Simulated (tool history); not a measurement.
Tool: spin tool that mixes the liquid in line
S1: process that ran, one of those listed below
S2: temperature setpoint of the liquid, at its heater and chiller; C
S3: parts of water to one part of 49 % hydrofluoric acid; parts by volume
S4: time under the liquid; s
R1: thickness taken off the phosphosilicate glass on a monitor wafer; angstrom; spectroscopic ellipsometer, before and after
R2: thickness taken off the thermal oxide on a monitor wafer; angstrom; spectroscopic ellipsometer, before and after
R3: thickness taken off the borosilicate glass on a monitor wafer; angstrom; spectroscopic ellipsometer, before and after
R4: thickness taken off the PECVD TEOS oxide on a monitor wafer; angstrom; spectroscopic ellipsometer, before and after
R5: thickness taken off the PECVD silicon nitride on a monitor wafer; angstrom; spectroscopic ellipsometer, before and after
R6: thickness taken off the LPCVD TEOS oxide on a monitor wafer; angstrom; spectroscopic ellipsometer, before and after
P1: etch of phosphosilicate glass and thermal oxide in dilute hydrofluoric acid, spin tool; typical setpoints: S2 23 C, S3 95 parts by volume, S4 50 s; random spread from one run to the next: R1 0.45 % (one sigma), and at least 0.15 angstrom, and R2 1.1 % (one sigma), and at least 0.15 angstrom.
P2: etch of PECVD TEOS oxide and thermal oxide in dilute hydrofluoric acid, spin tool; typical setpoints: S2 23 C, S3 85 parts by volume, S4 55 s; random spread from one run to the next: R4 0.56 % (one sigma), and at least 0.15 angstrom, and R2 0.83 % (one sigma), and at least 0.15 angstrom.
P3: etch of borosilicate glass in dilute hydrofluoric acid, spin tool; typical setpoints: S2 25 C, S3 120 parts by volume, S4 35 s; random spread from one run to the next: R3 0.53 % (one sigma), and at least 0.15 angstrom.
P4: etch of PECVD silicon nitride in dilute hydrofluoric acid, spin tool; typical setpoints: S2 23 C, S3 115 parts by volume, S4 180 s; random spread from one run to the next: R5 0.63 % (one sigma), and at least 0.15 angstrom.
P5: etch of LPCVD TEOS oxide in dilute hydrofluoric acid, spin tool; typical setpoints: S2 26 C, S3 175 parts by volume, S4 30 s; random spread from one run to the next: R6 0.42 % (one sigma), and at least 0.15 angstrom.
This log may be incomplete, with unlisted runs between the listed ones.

run   hour  S1    S2   S3   S4      R1      R2      R3      R4      R5      R6
  1   12.9  P1    23   95   50  456.05  24.175
  2   28.1  P3    25  120   35                  83.417
  3   38.3  P2    23   85   55          31.471          62.777
  4   53.1  P1    23   95   50  450.92   24.09
  5     67  P4    23  115  180                                  35.553
  6   80.1  P5    34  175   30                                          80.867
  7   94.2  P1    23  135   95  574.33  30.687
  8  103.6  P2    23   85   55          31.452          62.669
  9  118.9  P3    25  120   60                  141.31
 10  131.2  P1    28   95   50  551.48  29.108
 11  141.9  P1    23   95   15  136.21  7.3078
 12  149.3  P1    23   95   50  453.31  23.272
 13  161.5  P2    17   85   55          24.985          48.606
 14  177.6  P4    23  115   15                                  2.8952
 15  186.3  P5    26  175   15                                          29.881
 16  194.8  P2    23  115   55          22.226          44.741
 17  203.9  P1  17.5   95   50   360.4   19.01
 18  212.1  P3    19  120   35                   65.63
 19  225.4  P1    23   95   50   450.8  23.491
 20  237.9  P1    23  160   50  248.12  13.335
 21  246.4  P3    25  120   35                  82.518
 22    263  P5    26  175   30                                          60.299
 23  277.6  P5    26   60   30                                          205.97
 24  294.1  P2    23   85   15          8.5822          16.854
 25  306.7  P1    23   60   75  1126.1  59.267
 26  319.6  P4    23   20  180                                  196.02
 27  332.9  P1    23   20   50  2373.9  123.18
 28  349.2  P4    23  115  180                                  35.026
 29  359.3  P3    25  190   35                   47.68
 30  371.1  P1    23   95   50  453.61  23.195
 31  382.3  P1    23   95   75  675.12  35.622
 32  393.1  P4    29  115  180                                  52.158
 33    409  P1    23   95   50  447.43  24.427
 34  416.4  P1    23   95   50  458.48  24.241
 35  427.8  P1    23   95   50  472.39  24.851
 36  443.2  P1    23   95   50  477.58  25.451
 37  456.3  P1    23   95   50  485.52  25.317
 38  468.9  P1    23   95   50  488.24  24.684
 39  483.5  P1    23   95   50  487.92  25.509
 40    497  P1    23   95   50  486.72  25.618

P1 no longer gives what it gave before; its output has crept away from where it was. The following 2 causes, each at its listed size, fit the log equally well:
A: liquid hotter than its thermometer reads (K) = 1.94
B: hydrofluoric acid flow above the setpoint (%) = 7.18
The onset of the drift is placed at about hour 409.

Which of the 4 check runs listed below separates the causes, so that each cause would produce a clearly different result? Each run uses one wafer, and its results are marked with question marks.
check 1  510.5  P2    17   85   55       ?       ?
check 2  510.5  P4    23   40  180                   ?
check 3  510.5  P5    26   85   30                       ?
check 4  510.5  P3  21.5  170   35           ?

Predicted outcomes, by check and by cause:
  check  result    if A    if B
check 1      R2  26.523   26.35
check 1      R4  52.941  52.597
check 2      R5  114.16  107.07
check 3      R6  150.51  150.68
check 4      R3  52.104  52.474
How far apart the two closest causes lie, in the result that separates them most: check 1 0.65 %; check 2 6.41 %; check 3 0.11 %; check 4 0.71 %
The other checks would show nearly matching results whichever cause is true, so check 2 is the only one that separates the causes.

Running check 2 produced the following: R5 115.33 angstrom. Which one of the listed causes fits?

It is A: liquid hotter than its thermometer reads (K).
